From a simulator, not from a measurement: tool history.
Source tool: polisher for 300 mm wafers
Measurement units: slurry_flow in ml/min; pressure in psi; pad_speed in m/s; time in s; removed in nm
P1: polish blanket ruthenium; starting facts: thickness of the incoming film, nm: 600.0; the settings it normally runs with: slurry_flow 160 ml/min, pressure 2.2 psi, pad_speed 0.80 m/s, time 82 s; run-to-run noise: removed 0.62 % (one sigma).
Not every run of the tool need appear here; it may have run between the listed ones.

run   hour  slurry_flow  pressure  pad_speed  time  wafers polished on this pad  hours since the slurry nozzle was cleaned  hours since the head pressure was calibrated  removed
  1    3.7          160       2.2       0.80    82                          428                                      172.0                                         572.2   68.579
  2    8.0          245       2.2       0.80    82                          459                                      176.3                                         576.5   71.818
  3   13.6          160       2.2       0.40    82                          500                                      181.9                                         582.1   34.259
  4   19.1          160       2.2       0.80    82                          540                                      187.4                                         587.6   68.390
  5   25.2          160       3.5       0.80    82                          585                                      193.5                                         593.7  107.920
  6   28.9          160       2.2       0.80    54                          612                                      197.2                                         597.4   44.874
  7   32.6          115       2.2       0.80    82                          639                                      200.9                                         601.1   64.238
  8   36.3          160       2.2       0.80    82                          666                                      204.6                                         604.8   69.505
      37.4  -- slurry nozzle cleaned
  9   40.9          160       2.2       1.14    82                          699                                        3.5                                         609.4   96.344
 10   46.5          205       2.2       0.46    82                          740                                        9.1                                         615.0   41.096
 11   50.6          160       2.2       0.80    82                          770                                       13.2                                         619.1   68.226
 12   55.0          160       2.2       0.80    82                          802                                       17.6                                         623.5   68.310
 13   60.8          160       2.2       0.80    82                          845                                       23.4                                         629.3   68.417
 14   67.1          160       1.1       0.80    82                          891                                       29.7                                         635.6   33.943
 15   73.8          160       2.2       0.80    82                          940                                       36.4                                         642.3   68.720
 16   78.8          210       2.2       0.80   119                          976                                       41.4                                         647.3  103.390
 17   82.9          160       2.2       0.80   130                         1006                                       45.5                                         651.4  107.810
 18   90.1          160       2.2       0.80    82                         1059                                       52.7                                         658.6   68.342
 19   96.9          160       2.2       0.80    82                         1108                                       59.5                                         665.4   66.773
 20  100.3          160       2.2       0.80    82                         1133                                       62.9                                         668.8   65.296
 21  107.5          160       2.2       0.80    82                         1186                                       70.1                                         676.0   64.386
     111.1  -- worn pad replaced by a new one
 22  113.4          160       2.2       0.80    82                           17                                       76.0                                         681.9   64.350
 23  118.1          160       2.2       0.80    82                           51                                       80.7                                         686.6   63.527
 24  125.4          160       2.2       0.80    82                          105                                       88.0                                         693.9   63.403
 25  132.0          160       2.2       0.80    82                          153                                       94.6                                         700.5   63.040

Compared with where it was, what P1 gives has crept away. Each cause listed below fits the log as well as the rest, at the size given for it:
A: slurry flow missing at the pad, % = 32.4
B: head's pressure below its setpoint, % = 7.39
Creep in the process output first set in at about hour 90.1.
Why every other cause is out:
removal rate lost through wear of the pad, %: its service at hour 111.1 followed the start of the drift and did not put the process back to its old value

Consider the 4 check runs below, whose results appear as question marks and each of which averages 5 wafers. Which one distinguishes the causes, in that each cause would give it a clearly different result?
check 1  138.6          160       3.5       0.80    82                                                                                                                              ?
check 2  138.6          245       2.2       0.80    82                                                                                                                              ?
check 3  138.6          160       2.2       0.42   102                                                                                                                              ?
check 4  138.6          160       1.1       0.80    82                                                                                                                              ?

What each check would give under each cause:
  check   result     if A     if B
check 1  removed  100.740  100.730
check 2  removed   68.750   67.045
check 3  removed   41.354   41.350
check 4  removed   31.662   31.659
Per-check spread between the two closest causes, in the result where they differ most: check 1 0.01 %; check 2 2.51 %; check 3 0.01 %; check 4 0.01 %
The causes can be told apart only by check 2. The other checks would give nearly the same results under each of them.

Check 2 has now been run. It gave: removed 68.644 nm. Which of the candidate causes is it?

A is the cause: slurry flow missing at the pad, %.
